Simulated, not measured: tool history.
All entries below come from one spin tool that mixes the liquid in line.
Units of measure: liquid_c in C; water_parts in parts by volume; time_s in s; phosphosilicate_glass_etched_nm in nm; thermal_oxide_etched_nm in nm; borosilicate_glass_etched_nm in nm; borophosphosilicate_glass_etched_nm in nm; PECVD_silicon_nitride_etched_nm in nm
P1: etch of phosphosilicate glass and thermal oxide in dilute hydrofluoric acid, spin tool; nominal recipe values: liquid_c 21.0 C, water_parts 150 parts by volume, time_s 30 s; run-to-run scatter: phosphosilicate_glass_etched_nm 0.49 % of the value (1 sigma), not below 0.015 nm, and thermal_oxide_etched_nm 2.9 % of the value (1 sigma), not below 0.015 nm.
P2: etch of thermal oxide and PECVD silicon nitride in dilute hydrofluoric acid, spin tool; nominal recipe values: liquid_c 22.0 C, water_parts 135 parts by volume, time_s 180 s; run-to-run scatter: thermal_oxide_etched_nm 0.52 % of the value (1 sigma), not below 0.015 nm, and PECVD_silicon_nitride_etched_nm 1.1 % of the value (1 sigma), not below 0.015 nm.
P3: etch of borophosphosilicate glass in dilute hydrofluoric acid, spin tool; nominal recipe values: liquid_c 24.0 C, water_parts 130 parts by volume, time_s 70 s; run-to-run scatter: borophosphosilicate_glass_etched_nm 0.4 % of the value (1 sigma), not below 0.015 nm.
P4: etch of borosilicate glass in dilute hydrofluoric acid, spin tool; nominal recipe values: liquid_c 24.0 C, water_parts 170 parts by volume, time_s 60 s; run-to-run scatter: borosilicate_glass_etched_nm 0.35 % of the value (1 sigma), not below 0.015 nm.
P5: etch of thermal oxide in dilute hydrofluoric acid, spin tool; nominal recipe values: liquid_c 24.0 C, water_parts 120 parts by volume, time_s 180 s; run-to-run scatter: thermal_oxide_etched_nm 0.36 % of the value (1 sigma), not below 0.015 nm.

run,hour,process,liquid_c,water_parts,time_s,phosphosilicate_glass_etched_nm,thermal_oxide_etched_nm,borosilicate_glass_etched_nm,borophosphosilicate_glass_etched_nm,PECVD_silicon_nitride_etched_nm
1,11.4,P1,21.0,150,30,11.4890,0.76279,,,
2,26.8,P4,24.0,170,100,,,21.5670,,
3,38.9,P1,21.0,150,30,11.5510,0.76544,,,
4,56.2,P4,28.5,170,60,,,15.2360,,
5,67.2,P1,21.0,150,30,11.4400,0.77063,,,
6,80.4,P1,17.0,55,30,29.7470,2.07060,,,
7,93.6,P4,24.0,260,60,,,7.6582,,
8,105.3,P3,24.0,130,70,,,,20.2780,
9,117.6,P3,24.0,130,30,,,,8.6944,
10,132.6,P3,24.0,50,70,,,,58.1260,
11,143.3,P4,24.0,170,60,,,12.9540,,
12,151.8,P1,26.5,150,30,14.2450,0.94440,,,
13,165.1,P5,19.5,120,180,,5.95410,,,
14,180.1,P4,24.0,170,60,,,13.0420,,
15,194.6,P2,17.0,135,180,,4.74170,,,1.8007
16,204.3,P1,21.0,150,15,5.8135,0.36678,,,
17,216.6,P5,24.0,120,15,,0.58574,,,
18,231.1,P1,21.0,240,30,6.5844,0.48914,,,
19,243.0,P1,17.0,80,30,19.6040,1.39100,,,
20,260.9,P2,22.0,205,180,,3.53390,,,1.6666
21,277.0,P1,21.0,150,30,11.5560,0.75566,,,
22,286.7,P1,21.0,150,60,22.9070,1.58930,,,
23,298.1,P3,17.5,130,70,,,,15.6240,
24,308.6,P3,24.0,130,70,,,,20.4100,
25,319.4,P5,24.0,120,180,,7.08430,,,
26,329.0,P1,21.0,150,30,11.5840,0.79581,,,
27,347.5,P1,21.0,30,30,65.6690,4.57340,,,
28,358.9,P1,17.0,150,30,9.8157,0.65795,,,
29,376.2,P1,21.0,150,30,11.4920,0.77531,,,
30,386.6,P1,21.0,30,15,33.1430,2.19710,,,
31,400.4,P2,22.0,135,180,,5.72670,,,2.4995
32,417.8,P2,22.0,135,270,,8.67710,,,3.8168
33,433.4,P5,24.0,190,180,,4.13210,,,
34,446.4,P1,21.0,150,30,11.4230,0.80695,,,
35,464.4,P2,22.0,135,180,,5.71880,,,2.5697
36,473.7,P1,21.0,150,30,11.5140,0.81138,,,
37,482.0,P1,21.0,150,30,11.2570,0.78922,,,
38,500.1,P1,21.0,150,30,10.9280,0.71640,,,
39,515.1,P1,21.0,150,30,10.8220,0.73188,,,
40,529.4,P1,21.0,150,30,10.6430,0.73500,,,
41,544.5,P1,21.0,150,30,10.5750,0.72458,,,
42,554.4,P1,21.0,150,30,10.6230,0.74547,,,
43,572.2,P1,21.0,150,30,10.5450,0.74744,,,
44,584.3,P1,21.0,150,30,10.4580,0.72223,,,
45,599.8,P1,21.0,150,30,10.4670,0.70330,,,
46,614.0,P1,21.0,150,30,10.4810,0.74246,,,
47,628.2,P1,21.0,150,30,10.3870,0.73337,,,

The output of P1 has drifted from where it used to be. Each of the 2 causes below, taken at the size shown beside it, accounts for the log equally well:
A: liquid colder than its thermometer reads (K) = 2.4
B: hydrofluoric acid flow below the setpoint (%) = 7.85
Onset of the creep was near hour 473.7.

You are offered 4 check runs, listed below with question marks in place of their results; each one averages 2 wafers. Which run separates the listed causes by giving clearly different results for each?
check 1,642.4,P2,22.0,135,180,,?,,,?
check 2,642.4,P4,24.0,170,60,,,?,,
check 3,642.4,P5,24.0,120,180,,?,,,
check 4,642.4,P3,24.0,130,70,,,,?,

Predicted outcomes, by check and by cause:
check,result,if A,if B
check 1,thermal_oxide_etched_nm,5.26660,5.27290
check 1,PECVD_silicon_nitride_etched_nm,2.1401,2.3181
check 2,borosilicate_glass_etched_nm,11.8240,11.7530
check 3,thermal_oxide_etched_nm,6.46880,6.47500
check 4,borophosphosilicate_glass_etched_nm,18.4970,18.4880
Per check, the gap between the least separated pair of causes, taken in the result that splits them most: check 1 7.99 %; check 2 0.61 %; check 3 0.1 %; check 4 0.05 %
The other checks would show nearly matching results whichever cause is true, so check 1 is the only one that separates the causes.

Then check 1 was run and gave: thermal_oxide_etched_nm 5.26540 nm; PECVD_silicon_nitride_etched_nm 2.3491 nm. Which cause is it?

B is the cause: hydrofluoric acid flow below the setpoint (%).
